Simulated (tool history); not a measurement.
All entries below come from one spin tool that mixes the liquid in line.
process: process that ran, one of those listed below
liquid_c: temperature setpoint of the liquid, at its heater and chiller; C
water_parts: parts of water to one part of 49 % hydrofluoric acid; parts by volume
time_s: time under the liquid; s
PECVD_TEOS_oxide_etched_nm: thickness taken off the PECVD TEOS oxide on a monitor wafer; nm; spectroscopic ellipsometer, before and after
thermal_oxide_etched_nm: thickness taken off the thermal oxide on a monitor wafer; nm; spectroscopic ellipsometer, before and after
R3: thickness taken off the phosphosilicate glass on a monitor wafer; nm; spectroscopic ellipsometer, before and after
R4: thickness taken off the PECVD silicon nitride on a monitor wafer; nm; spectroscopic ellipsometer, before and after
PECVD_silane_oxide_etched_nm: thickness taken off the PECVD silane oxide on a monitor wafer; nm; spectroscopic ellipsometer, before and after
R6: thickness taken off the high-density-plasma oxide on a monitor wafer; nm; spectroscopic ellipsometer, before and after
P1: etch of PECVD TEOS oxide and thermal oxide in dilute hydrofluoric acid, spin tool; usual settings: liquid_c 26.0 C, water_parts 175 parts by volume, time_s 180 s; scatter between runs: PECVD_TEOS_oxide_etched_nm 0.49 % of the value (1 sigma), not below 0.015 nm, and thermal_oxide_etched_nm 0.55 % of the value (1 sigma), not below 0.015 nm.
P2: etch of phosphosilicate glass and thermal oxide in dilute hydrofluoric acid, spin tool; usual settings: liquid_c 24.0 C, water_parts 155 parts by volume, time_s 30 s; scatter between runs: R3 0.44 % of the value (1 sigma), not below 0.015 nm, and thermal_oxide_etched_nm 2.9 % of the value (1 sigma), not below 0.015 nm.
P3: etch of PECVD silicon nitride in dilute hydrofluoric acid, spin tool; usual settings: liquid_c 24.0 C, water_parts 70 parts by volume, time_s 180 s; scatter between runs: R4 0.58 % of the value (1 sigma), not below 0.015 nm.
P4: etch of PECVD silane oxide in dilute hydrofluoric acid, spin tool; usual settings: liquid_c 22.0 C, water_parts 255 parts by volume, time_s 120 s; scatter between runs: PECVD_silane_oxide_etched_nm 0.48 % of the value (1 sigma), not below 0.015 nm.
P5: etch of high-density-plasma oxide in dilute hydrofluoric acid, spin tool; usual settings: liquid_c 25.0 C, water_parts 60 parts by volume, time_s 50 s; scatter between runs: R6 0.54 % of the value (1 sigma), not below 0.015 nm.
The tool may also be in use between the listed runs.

run 1 hour=9.0 | process=P1 liquid_c=26.0 water_parts=175 time_s=180 | PECVD_TEOS_oxide_etched_nm=8.76020 thermal_oxide_etched_nm=4.78480
run 2 hour=15.5 | process=P1 liquid_c=31.5 water_parts=175 time_s=355 | PECVD_TEOS_oxide_etched_nm=21.04800 thermal_oxide_etched_nm=11.40900
run 3 hour=23.7 | process=P1 liquid_c=20.0 water_parts=285 time_s=180 | PECVD_TEOS_oxide_etched_nm=3.84490 thermal_oxide_etched_nm=2.11310
run 4 hour=29.4 | process=P2 liquid_c=24.0 water_parts=155 time_s=50 | thermal_oxide_etched_nm=1.40780 R3=31.8110
run 5 hour=39.6 | process=P1 liquid_c=26.0 water_parts=105 time_s=265 | PECVD_TEOS_oxide_etched_nm=23.52400 thermal_oxide_etched_nm=12.66200
run 6 hour=48.7 | process=P3 liquid_c=24.0 water_parts=70 time_s=355 | R4=15.0100
run 7 hour=59.4 | process=P2 liquid_c=24.0 water_parts=155 time_s=30 | thermal_oxide_etched_nm=0.85721 R3=19.1970
run 8 hour=70.3 | process=P3 liquid_c=18.5 water_parts=70 time_s=180 | R4=5.2363
run 9 hour=80.3 | process=P4 liquid_c=22.0 water_parts=80 time_s=120 | PECVD_silane_oxide_etched_nm=37.0130
run 10 hour=86.3 | process=P4 liquid_c=22.0 water_parts=255 time_s=120 | PECVD_silane_oxide_etched_nm=9.7489
run 11 hour=92.0 | process=P1 liquid_c=26.0 water_parts=175 time_s=180 | PECVD_TEOS_oxide_etched_nm=8.70790 thermal_oxide_etched_nm=4.79700
run 12 hour=102.6 | process=P5 liquid_c=25.0 water_parts=95 time_s=50 | R6=5.0700
run 13 hour=108.9 | process=P1 liquid_c=26.0 water_parts=30 time_s=180 | PECVD_TEOS_oxide_etched_nm=61.41000 thermal_oxide_etched_nm=33.94700
run 14 hour=117.4 | process=P4 liquid_c=22.0 water_parts=255 time_s=225 | PECVD_silane_oxide_etched_nm=18.2560
run 15 hour=127.1 | process=P1 liquid_c=32.5 water_parts=175 time_s=180 | PECVD_TEOS_oxide_etched_nm=10.97700 thermal_oxide_etched_nm=6.10570
run 16 hour=137.3 | process=P1 liquid_c=18.5 water_parts=175 time_s=180 | PECVD_TEOS_oxide_etched_nm=6.57160 thermal_oxide_etched_nm=3.61900
run 17 hour=142.5 | process=P3 liquid_c=24.0 water_parts=30 time_s=180 | R4=17.4620
run 18 hour=152.6 | process=P1 liquid_c=26.0 water_parts=175 time_s=180 | PECVD_TEOS_oxide_etched_nm=8.78490 thermal_oxide_etched_nm=4.81030
run 19 hour=162.3 | process=P2 liquid_c=19.5 water_parts=155 time_s=30 | thermal_oxide_etched_nm=0.73791 R3=16.1530
run 20 hour=172.2 | process=P1 liquid_c=26.0 water_parts=175 time_s=180 | PECVD_TEOS_oxide_etched_nm=8.64630 thermal_oxide_etched_nm=4.80420
run 21 hour=182.5 | process=P4 liquid_c=17.0 water_parts=255 time_s=120 | PECVD_silane_oxide_etched_nm=7.9825
run 22 hour=189.2 | process=P5 liquid_c=25.0 water_parts=60 time_s=50 | R6=8.4306
run 23 hour=200.9 | process=P1 liquid_c=26.0 water_parts=175 time_s=180 | PECVD_TEOS_oxide_etched_nm=8.72880 thermal_oxide_etched_nm=4.78010
run 24 hour=209.0 | process=P1 liquid_c=26.0 water_parts=175 time_s=265 | PECVD_TEOS_oxide_etched_nm=12.80700 thermal_oxide_etched_nm=7.05930
run 25 hour=214.5 | process=P4 liquid_c=22.0 water_parts=255 time_s=120 | PECVD_silane_oxide_etched_nm=9.7586
run 26 hour=219.7 | process=P1 liquid_c=26.0 water_parts=175 time_s=15 | PECVD_TEOS_oxide_etched_nm=0.73351 thermal_oxide_etched_nm=0.40934
run 27 hour=230.6 | process=P5 liquid_c=32.5 water_parts=60 time_s=50 | R6=11.3140
run 28 hour=236.1 | process=P1 liquid_c=26.0 water_parts=305 time_s=180 | PECVD_TEOS_oxide_etched_nm=4.32200 thermal_oxide_etched_nm=2.37620
run 29 hour=247.5 | process=P5 liquid_c=25.0 water_parts=60 time_s=15 | R6=2.5200
run 30 hour=256.3 | process=P3 liquid_c=24.0 water_parts=70 time_s=180 | R4=7.5139
run 31 hour=267.5 | process=P2 liquid_c=24.0 water_parts=265 time_s=30 | thermal_oxide_etched_nm=0.43824 R3=9.9287
run 32 hour=275.4 | process=P1 liquid_c=26.0 water_parts=175 time_s=180 | PECVD_TEOS_oxide_etched_nm=8.72180 thermal_oxide_etched_nm=4.82660

Forecast run 33:
run 33 hour=285.7 | process=P1 liquid_c=26.0 water_parts=175 time_s=180 | PECVD_TEOS_oxide_etched_nm=? thermal_oxide_etched_nm=?

{"run 33": {"PECVD_TEOS_oxide_etched_nm": 8.5481, "thermal_oxide_etched_nm": 4.6252}}
